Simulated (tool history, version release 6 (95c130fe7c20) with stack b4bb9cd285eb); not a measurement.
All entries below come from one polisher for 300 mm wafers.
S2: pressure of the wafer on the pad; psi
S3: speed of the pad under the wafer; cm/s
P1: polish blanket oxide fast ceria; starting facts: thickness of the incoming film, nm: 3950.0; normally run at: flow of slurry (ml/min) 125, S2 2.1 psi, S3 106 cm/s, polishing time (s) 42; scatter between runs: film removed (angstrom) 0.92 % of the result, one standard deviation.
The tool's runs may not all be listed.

{"run": 1, "day": 0.296, "flow of slurry (ml/min)": 125, "S2": 2.1, "S3": 106, "polishing time (s)": 42, "film removed (angstrom)": 5870.9}
{"run": 2, "day": 0.654, "flow of slurry (ml/min)": 125, "S2": 2.1, "S3": 106, "polishing time (s)": 42, "film removed (angstrom)": 5873.4}
{"run": 3, "day": 1.083, "flow of slurry (ml/min)": 125, "S2": 1.3, "S3": 106, "polishing time (s)": 53, "film removed (angstrom)": 4605.9}
{"run": 4, "day": 1.342, "flow of slurry (ml/min)": 85, "S2": 2.1, "S3": 106, "polishing time (s)": 42, "film removed (angstrom)": 5277.0}
{"run": 5, "day": 1.817, "flow of slurry (ml/min)": 125, "S2": 2.1, "S3": 70, "polishing time (s)": 42, "film removed (angstrom)": 3875.6}
{"run": 6, "day": 2.308, "flow of slurry (ml/min)": 125, "S2": 2.1, "S3": 106, "polishing time (s)": 42, "film removed (angstrom)": 5778.3}
{"run": 7, "day": 2.792, "flow of slurry (ml/min)": 125, "S2": 2.1, "S3": 106, "polishing time (s)": 42, "film removed (angstrom)": 5788.2}
{"run": 8, "day": 3.225, "flow of slurry (ml/min)": 125, "S2": 2.1, "S3": 106, "polishing time (s)": 66, "film removed (angstrom)": 9247.6}
{"run": 9, "day": 3.738, "flow of slurry (ml/min)": 125, "S2": 2.1, "S3": 162, "polishing time (s)": 42, "film removed (angstrom)": 8892.2}
{"run": 10, "day": 4.088, "flow of slurry (ml/min)": 125, "S2": 1.2, "S3": 106, "polishing time (s)": 42, "film removed (angstrom)": 3433.1}
{"run": 11, "day": 4.367, "flow of slurry (ml/min)": 125, "S2": 2.1, "S3": 106, "polishing time (s)": 42, "film removed (angstrom)": 5888.4}
{"run": 12, "day": 4.65, "flow of slurry (ml/min)": 190, "S2": 1.6, "S3": 106, "polishing time (s)": 42, "film removed (angstrom)": 4845.1}
{"run": 13, "day": 5.171, "flow of slurry (ml/min)": 160, "S2": 2.1, "S3": 106, "polishing time (s)": 64, "film removed (angstrom)": 9477.5}
{"run": 14, "day": 5.704, "flow of slurry (ml/min)": 125, "S2": 2.1, "S3": 106, "polishing time (s)": 25, "film removed (angstrom)": 3447.8}
{"run": 15, "day": 6.092, "flow of slurry (ml/min)": 125, "S2": 3.1, "S3": 106, "polishing time (s)": 42, "film removed (angstrom)": 8709.2}
{"run": 16, "day": 6.35, "flow of slurry (ml/min)": 190, "S2": 2.1, "S3": 106, "polishing time (s)": 42, "film removed (angstrom)": 6196.9}
{"run": 17, "day": 6.917, "flow of slurry (ml/min)": 125, "S2": 2.1, "S3": 106, "polishing time (s)": 42, "film removed (angstrom)": 5914.5}
{"run": 18, "day": 7.192, "flow of slurry (ml/min)": 125, "S2": 2.1, "S3": 106, "polishing time (s)": 42, "film removed (angstrom)": 5647.1}
{"run": 19, "day": 7.567, "flow of slurry (ml/min)": 125, "S2": 2.1, "S3": 106, "polishing time (s)": 42, "film removed (angstrom)": 5440.8}
{"run": 20, "day": 7.821, "flow of slurry (ml/min)": 125, "S2": 2.1, "S3": 106, "polishing time (s)": 42, "film removed (angstrom)": 5450.1}
{"run": 21, "day": 8.279, "flow of slurry (ml/min)": 125, "S2": 2.1, "S3": 106, "polishing time (s)": 42, "film removed (angstrom)": 5334.4}
{"day": 8.388, "done": "worn pad replaced by a new one"}
{"run": 22, "day": 8.717, "flow of slurry (ml/min)": 125, "S2": 2.1, "S3": 106, "polishing time (s)": 42, "film removed (angstrom)": 5237.3}
{"run": 23, "day": 9.175, "flow of slurry (ml/min)": 125, "S2": 2.1, "S3": 106, "polishing time (s)": 42, "film removed (angstrom)": 5198.2}

The output of P1 has drifted from where it used to be. Each of the 2 causes below, taken at the size shown beside it, accounts for the log equally well:
A: head's pressure below its setpoint, % = 11.1
B: slurry flow missing at the pad, % = 37.2
The onset of the drift is placed at about day 6.917.
All other causes, with the reason each is excluded:
removal rate lost through wear of the pad, %: serviced at day 8.388, after the change had begun; the process did not return to its earlier output

The list below offers 4 check runs, each averaging the results of 5 wafers, and shows each result as a question mark. For which of them would the listed causes give clearly different results?
{"run": "check 1", "day": 9.633, "flow of slurry (ml/min)": 125, "S2": 2.6, "S3": 84, "polishing time (s)": 42, "film removed (angstrom)": "?"}
{"run": "check 2", "day": 9.633, "flow of slurry (ml/min)": 125, "S2": 2.9, "S3": 106, "polishing time (s)": 42, "film removed (angstrom)": "?"}
{"run": "check 3", "day": 9.633, "flow of slurry (ml/min)": 125, "S2": 2.1, "S3": 150, "polishing time (s)": 62, "film removed (angstrom)": "?"}
{"run": "check 4", "day": 9.633, "flow of slurry (ml/min)": 190, "S2": 2.1, "S3": 106, "polishing time (s)": 29, "film removed (angstrom)": "?"}

Predicted outcomes, by check and by cause:
check=check_1 result=film_removed_(angstrom) if_A=5101.2 if_B=5102.9
check=check_2 result=film_removed_(angstrom) if_A=7180.0 if_B=7182.4
check=check_3 result=film_removed_(angstrom) if_A=10861.0 if_B=10865.0
check=check_4 result=film_removed_(angstrom) if_A=3853.4 if_B=3999.4
Per-check spread between the two closest causes, in the result where they differ most: check 1 0.03 %; check 2 0.03 %; check 3 0.03 %; check 4 3.72 %
Only in check 4 would the causes give clearly different results; in the remaining checks their results would be nearly the same.

Then check 4 was run and gave: film removed (angstrom) 4011.8. Which cause is it?

Of the candidate causes, it is B: slurry flow missing at the pad, %.
